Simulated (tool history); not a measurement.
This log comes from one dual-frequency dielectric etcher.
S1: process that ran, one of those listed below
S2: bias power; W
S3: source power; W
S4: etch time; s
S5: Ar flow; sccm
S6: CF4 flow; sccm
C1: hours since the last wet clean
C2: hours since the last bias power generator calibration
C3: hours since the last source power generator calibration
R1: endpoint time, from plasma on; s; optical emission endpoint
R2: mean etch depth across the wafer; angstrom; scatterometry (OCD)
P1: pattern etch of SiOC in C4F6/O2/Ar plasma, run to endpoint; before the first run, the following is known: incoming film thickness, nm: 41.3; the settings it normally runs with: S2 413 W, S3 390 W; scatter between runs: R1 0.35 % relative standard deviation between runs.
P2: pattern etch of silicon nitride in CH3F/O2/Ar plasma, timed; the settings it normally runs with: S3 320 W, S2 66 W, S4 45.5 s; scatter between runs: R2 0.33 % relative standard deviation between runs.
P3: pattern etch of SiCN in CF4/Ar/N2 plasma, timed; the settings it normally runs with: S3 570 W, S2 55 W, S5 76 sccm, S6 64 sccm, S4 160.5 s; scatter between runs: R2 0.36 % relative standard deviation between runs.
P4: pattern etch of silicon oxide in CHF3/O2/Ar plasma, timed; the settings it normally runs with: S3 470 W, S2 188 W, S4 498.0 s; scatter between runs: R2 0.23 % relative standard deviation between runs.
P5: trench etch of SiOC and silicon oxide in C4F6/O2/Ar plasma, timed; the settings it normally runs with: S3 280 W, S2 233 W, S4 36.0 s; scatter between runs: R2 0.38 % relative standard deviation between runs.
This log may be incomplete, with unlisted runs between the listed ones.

run,hour,S1,S2,S3,S4,S5,S6,C1,C2,C3,R1,R2
1,5.5,P1,413,390,,,,242.1,430.8,1543.2,14.959,
2,10.9,P5,233,280,36.0,,,247.5,436.2,1548.6,,670.23
3,16.3,P1,312,390,,,,252.9,441.6,1554.0,16.535,
4,23.0,P3,55,570,160.5,106,64,259.6,448.3,1560.7,,1491.60
5,28.7,P4,188,470,498.0,,,265.3,454.0,1566.4,,9033.70
6,35.3,P4,188,470,498.0,,,271.9,460.6,1573.0,,8985.90
7,44.4,P2,66,320,31.0,,,281.0,469.7,1582.1,,190.59
8,52.8,P1,541,260,,,,289.4,478.1,1590.5,15.801,
9,61.0,P3,55,570,217.5,76,64,297.6,486.3,1598.7,,2148.20
10,68.2,P5,233,170,36.0,,,304.8,493.5,1605.9,,555.62
11,73.6,P3,55,570,160.5,76,64,310.2,498.9,1611.3,,1594.60
12,80.7,P3,68,570,160.5,76,64,317.3,506.0,1618.4,,1692.80
13,90.7,P4,149,470,498.0,,,327.3,516.0,1628.4,,8329.50
14,98.3,P2,66,440,45.5,,,334.9,523.6,1636.0,,315.58
15,108.0,P1,413,530,,,,344.6,533.3,1645.7,13.309,
16,115.4,P2,84,320,45.5,,,352.0,540.7,1653.1,,306.71
17,123.1,P3,55,570,160.5,76,64,359.7,548.4,1660.8,,1582.60
18,132.6,P5,233,280,36.0,,,369.2,557.9,1670.3,,669.52
19,141.1,P1,569,540,,,,377.7,566.4,1678.8,11.735,
20,147.1,P4,188,470,331.5,,,383.7,572.4,1684.8,,5994.60
21,152.5,P1,413,390,,,,389.1,577.8,1690.2,15.088,
22,158.6,P5,233,280,47.0,,,395.2,583.9,1696.3,,872.50
23,166.4,P1,413,250,,,,403.0,591.7,1704.1,17.687,
24,175.4,P1,584,390,,,,412.0,600.7,1713.1,13.198,
25,182.4,P3,55,570,160.5,76,38,419.0,607.7,1720.1,,1445.60
26,187.8,P1,413,390,,,,424.4,613.1,1725.5,14.994,
27,197.4,P5,143,280,36.0,,,434.0,622.7,1735.1,,571.92
28,205.0,P3,55,450,160.5,76,64,441.6,630.3,1742.7,,1279.00
29,214.0,P1,413,390,,,,450.6,639.3,1751.7,14.966,
30,219.0,P4,188,280,498.0,,,455.6,644.3,1756.7,,7419.80
31,227.3,P2,66,320,45.5,,,463.9,652.6,1765.0,,280.59
32,233.2,P1,413,390,,,,469.8,658.5,1770.9,14.949,
33,243.4,P1,413,390,,,,480.0,668.7,1781.1,15.110,
34,250.8,P1,413,390,,,,487.4,676.1,1788.5,15.200,
35,256.4,P1,413,390,,,,493.0,681.7,1794.1,15.190,
36,264.7,P1,413,390,,,,501.3,690.0,1802.4,15.249,
# hour 272.7: wet clean of the chamber
37,274.5,P1,413,390,,,,1.8,699.8,1812.2,15.217,
38,280.3,P1,413,390,,,,7.6,705.6,1818.0,15.275,
39,286.8,P1,413,390,,,,14.1,712.1,1824.5,15.354,
40,294.1,P1,413,390,,,,21.4,719.4,1831.8,15.320,
41,298.9,P1,413,390,,,,26.2,724.2,1836.6,15.182,

What P1 gives has crept away from where it was. These 2 causes fit the log equally well, each at the size given:
A: bias power that arrives under what is set, % = 4.76
B: source power that arrives under what is set, % = 4.63
Onset of the creep was near hour 233.2.
All other causes, with the reason each is excluded:
chamber walls in a state that lowers the etch rate, %: work on it at hour 272.7, done after the drift set in, did not restore what the process gave before

Listed below are the offered check runs, one wafer per run, with question marks in place of results. For which of them would the causes give clearly different outcomes?
check 1,303.7,P2,66,320,45.5,,,,,,,?
check 2,303.7,P3,55,570,160.5,76,64,,,,,?
check 3,303.7,P5,233,280,36.0,,,,,,,?
check 4,303.7,P4,188,470,498.0,,,,,,,?

What every check run would give for each of its results, assuming each possible cause in turn:
check,result,if A,if B
check 1,R2,275.89,275.51
check 2,R2,1559.70,1517.90
check 3,R2,658.93,657.97
check 4,R2,8848.50,8837.40
Distance between the nearest two causes, measured in the result of the check that separates them most: check 1 0.14 %; check 2 2.72 %; check 3 0.15 %; check 4 0.13 %
The other checks would show nearly matching results whichever cause is true, so check 2 is the only one that separates the causes.

With check 2 done, the readings were: R2 1558.80 angstrom. Identify which of the listed causes applies.

The cause is A: bias power that arrives under what is set, %.
